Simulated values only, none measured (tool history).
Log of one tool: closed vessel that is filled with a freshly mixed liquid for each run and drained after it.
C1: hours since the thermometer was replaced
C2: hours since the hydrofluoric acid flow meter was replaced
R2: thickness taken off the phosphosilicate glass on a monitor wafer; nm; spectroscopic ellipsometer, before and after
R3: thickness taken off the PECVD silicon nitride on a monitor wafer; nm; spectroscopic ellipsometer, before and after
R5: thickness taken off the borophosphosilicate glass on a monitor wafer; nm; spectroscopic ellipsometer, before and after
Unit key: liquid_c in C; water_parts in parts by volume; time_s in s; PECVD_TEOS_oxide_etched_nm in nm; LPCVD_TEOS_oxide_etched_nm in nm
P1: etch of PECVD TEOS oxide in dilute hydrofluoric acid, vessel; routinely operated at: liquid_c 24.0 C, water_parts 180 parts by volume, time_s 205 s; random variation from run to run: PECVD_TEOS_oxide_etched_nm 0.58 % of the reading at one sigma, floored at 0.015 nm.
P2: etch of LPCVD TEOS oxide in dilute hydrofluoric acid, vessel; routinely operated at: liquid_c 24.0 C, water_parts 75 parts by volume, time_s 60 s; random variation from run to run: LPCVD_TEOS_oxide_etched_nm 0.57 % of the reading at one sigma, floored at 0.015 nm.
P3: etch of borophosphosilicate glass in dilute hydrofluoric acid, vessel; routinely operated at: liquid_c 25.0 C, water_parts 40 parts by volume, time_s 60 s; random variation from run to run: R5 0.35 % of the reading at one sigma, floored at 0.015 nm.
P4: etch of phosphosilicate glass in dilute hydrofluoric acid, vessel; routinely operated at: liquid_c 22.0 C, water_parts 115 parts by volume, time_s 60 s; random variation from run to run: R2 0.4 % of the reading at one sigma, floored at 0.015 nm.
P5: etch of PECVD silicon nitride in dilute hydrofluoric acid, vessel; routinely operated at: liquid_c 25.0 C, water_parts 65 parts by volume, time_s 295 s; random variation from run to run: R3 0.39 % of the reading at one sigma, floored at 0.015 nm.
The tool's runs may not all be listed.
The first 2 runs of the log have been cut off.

{"run": 3, "hour": 25.9, "process": "P1", "liquid_c": 24.0, "water_parts": 180, "time_s": 205, "C1": 91.9, "C2": 136.3, "PECVD_TEOS_oxide_etched_nm": 22.982}
{"run": 4, "hour": 32.5, "process": "P4", "liquid_c": 22.0, "water_parts": 205, "time_s": 60, "C1": 98.5, "C2": 142.9, "R2": 37.81}
{"run": 5, "hour": 42.5, "process": "P5", "liquid_c": 25.0, "water_parts": 20, "time_s": 295, "C1": 108.5, "C2": 152.9, "R3": 84.145}
{"run": 6, "hour": 48.8, "process": "P2", "liquid_c": 32.0, "water_parts": 75, "time_s": 60, "C1": 114.8, "C2": 159.2, "LPCVD_TEOS_oxide_etched_nm": 31.204}
{"run": 7, "hour": 53.9, "process": "P4", "liquid_c": 22.0, "water_parts": 115, "time_s": 60, "C1": 119.9, "C2": 164.3, "R2": 74.318}
{"run": 8, "hour": 60.5, "process": "P2", "liquid_c": 24.0, "water_parts": 75, "time_s": 85, "C1": 126.5, "C2": 170.9, "LPCVD_TEOS_oxide_etched_nm": 32.593}
{"run": 9, "hour": 71.5, "process": "P1", "liquid_c": 24.0, "water_parts": 180, "time_s": 380, "C1": 137.5, "C2": 181.9, "PECVD_TEOS_oxide_etched_nm": 42.139}
{"run": 10, "hour": 80.5, "process": "P3", "liquid_c": 25.0, "water_parts": 75, "time_s": 60, "C1": 146.5, "C2": 190.9, "R5": 40.123}
{"run": 11, "hour": 86.9, "process": "P1", "liquid_c": 24.0, "water_parts": 180, "time_s": 205, "C1": 152.9, "C2": 197.3, "PECVD_TEOS_oxide_etched_nm": 22.769}
{"run": 12, "hour": 93.8, "process": "P3", "liquid_c": 25.0, "water_parts": 40, "time_s": 30, "C1": 159.8, "C2": 204.2, "R5": 39.39}
{"run": 13, "hour": 100.5, "process": "P1", "liquid_c": 17.5, "water_parts": 180, "time_s": 205, "C1": 166.5, "C2": 210.9, "PECVD_TEOS_oxide_etched_nm": 17.704}
{"run": 14, "hour": 106.4, "process": "P2", "liquid_c": 24.0, "water_parts": 75, "time_s": 60, "C1": 172.4, "C2": 216.8, "LPCVD_TEOS_oxide_etched_nm": 23.335}
{"run": 15, "hour": 117.4, "process": "P2", "liquid_c": 24.0, "water_parts": 135, "time_s": 60, "C1": 183.4, "C2": 227.8, "LPCVD_TEOS_oxide_etched_nm": 12.05}
{"run": 16, "hour": 124.6, "process": "P1", "liquid_c": 24.0, "water_parts": 180, "time_s": 205, "C1": 190.6, "C2": 235.0, "PECVD_TEOS_oxide_etched_nm": 23.057}
{"run": 17, "hour": 130.3, "process": "P1", "liquid_c": 24.0, "water_parts": 35, "time_s": 205, "C1": 196.3, "C2": 240.7, "PECVD_TEOS_oxide_etched_nm": 139.71}
{"run": 18, "hour": 136.4, "process": "P4", "liquid_c": 22.0, "water_parts": 115, "time_s": 30, "C1": 202.4, "C2": 246.8, "R2": 36.981}

The next listed run, before its measurement:
{"run": 19, "hour": 145.0, "process": "P1", "liquid_c": 24.0, "water_parts": 180, "time_s": 60, "C1": 211.0, "C2": 255.4, "PECVD_TEOS_oxide_etched_nm": "?"}

{"run 19": {"PECVD_TEOS_oxide_etched_nm": 6.6085}}

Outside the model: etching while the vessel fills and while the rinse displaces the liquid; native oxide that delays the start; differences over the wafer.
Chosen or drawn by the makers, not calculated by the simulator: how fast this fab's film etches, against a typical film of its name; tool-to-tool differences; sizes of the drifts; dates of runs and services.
